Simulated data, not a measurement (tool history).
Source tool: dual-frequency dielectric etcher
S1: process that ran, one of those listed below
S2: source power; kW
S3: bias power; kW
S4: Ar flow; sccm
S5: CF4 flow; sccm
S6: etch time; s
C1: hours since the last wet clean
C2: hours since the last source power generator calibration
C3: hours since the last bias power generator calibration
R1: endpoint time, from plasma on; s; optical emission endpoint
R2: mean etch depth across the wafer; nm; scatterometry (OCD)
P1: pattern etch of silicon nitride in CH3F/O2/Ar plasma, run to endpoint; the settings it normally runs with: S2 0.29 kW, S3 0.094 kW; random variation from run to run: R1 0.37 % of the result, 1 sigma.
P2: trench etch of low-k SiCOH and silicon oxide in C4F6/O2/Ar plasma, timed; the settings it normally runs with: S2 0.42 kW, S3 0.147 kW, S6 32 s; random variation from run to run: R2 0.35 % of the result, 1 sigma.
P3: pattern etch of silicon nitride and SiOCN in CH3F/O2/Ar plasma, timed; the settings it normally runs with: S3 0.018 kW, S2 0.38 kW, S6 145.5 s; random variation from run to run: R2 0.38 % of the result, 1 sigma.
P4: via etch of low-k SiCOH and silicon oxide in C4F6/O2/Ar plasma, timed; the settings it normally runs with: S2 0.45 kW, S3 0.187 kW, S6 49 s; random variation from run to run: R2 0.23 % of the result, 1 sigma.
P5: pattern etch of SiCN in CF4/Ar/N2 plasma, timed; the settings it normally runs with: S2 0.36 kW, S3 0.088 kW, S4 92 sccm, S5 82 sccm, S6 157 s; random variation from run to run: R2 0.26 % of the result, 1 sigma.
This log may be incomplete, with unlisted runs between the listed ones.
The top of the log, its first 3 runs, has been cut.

run	hour	S1	S2	S3	S4	S5	S6	C1	C2	C3	R1	R2
4	45.8	P5	0.36	0.088	71	82	157	320.6	2397	1558.3		125.55
5	54.9	P1	0.24	0.067				329.7	2406.1	1567.4	59.071	
6	68.7	P3	0.38	0.024			145.5	343.5	2419.9	1581.2		20.014
7	81.7	P4	0.45	0.187			49	356.5	2432.9	1594.2		126.27
8	94.2	P2	0.42	0.147			41	369	2445.4	1606.7		117.97
9	110.9	P3	0.38	0.018			145.5	385.7	2462.1	1623.4		17.519
10	121.4	P1	0.29	0.114				396.2	2472.6	1633.9	45.093	
11	138.5	P1	0.29	0.058				413.3	2489.7	1651	57.759	
12	153.1	P3	0.38	0.018			145.5	427.9	2504.3	1665.6		17.62
13	169.6	P5	0.36	0.088	92	82	157	444.4	2520.8	1682.1		121.19
14	184	P5	0.36	0.122	92	82	157	458.8	2535.2	1696.5		136.76
15	199.8	P5	0.51	0.088	92	82	157	474.6	2551	1712.3		164.49
16	215	P1	0.29	0.094				489.8	2566.2	1727.5	48.76	
17	226.8	P2	0.42	0.147			32	501.6	2578	1739.3		92.243
18	237.3	P1	0.29	0.094				512.1	2588.5	1749.8	48.399	
19	253.2	P1	0.38	0.061				528	2604.4	1765.7	51.295	
20	265.6	P1	0.29	0.094				540.4	2616.8	1778.1	48.57	
21	282.4	P2	0.42	0.147			32	557.2	2633.6	1794.9		92.247
22	299.6	P5	0.36	0.088	92	82	86.5	574.4	2650.8	1812.1		66.738

The next listed run, before its measurement:
23	310	P1	0.29	0.094				584.8	2661.2	1822.5	?	

{"run 23": {"R1": 48.685}}
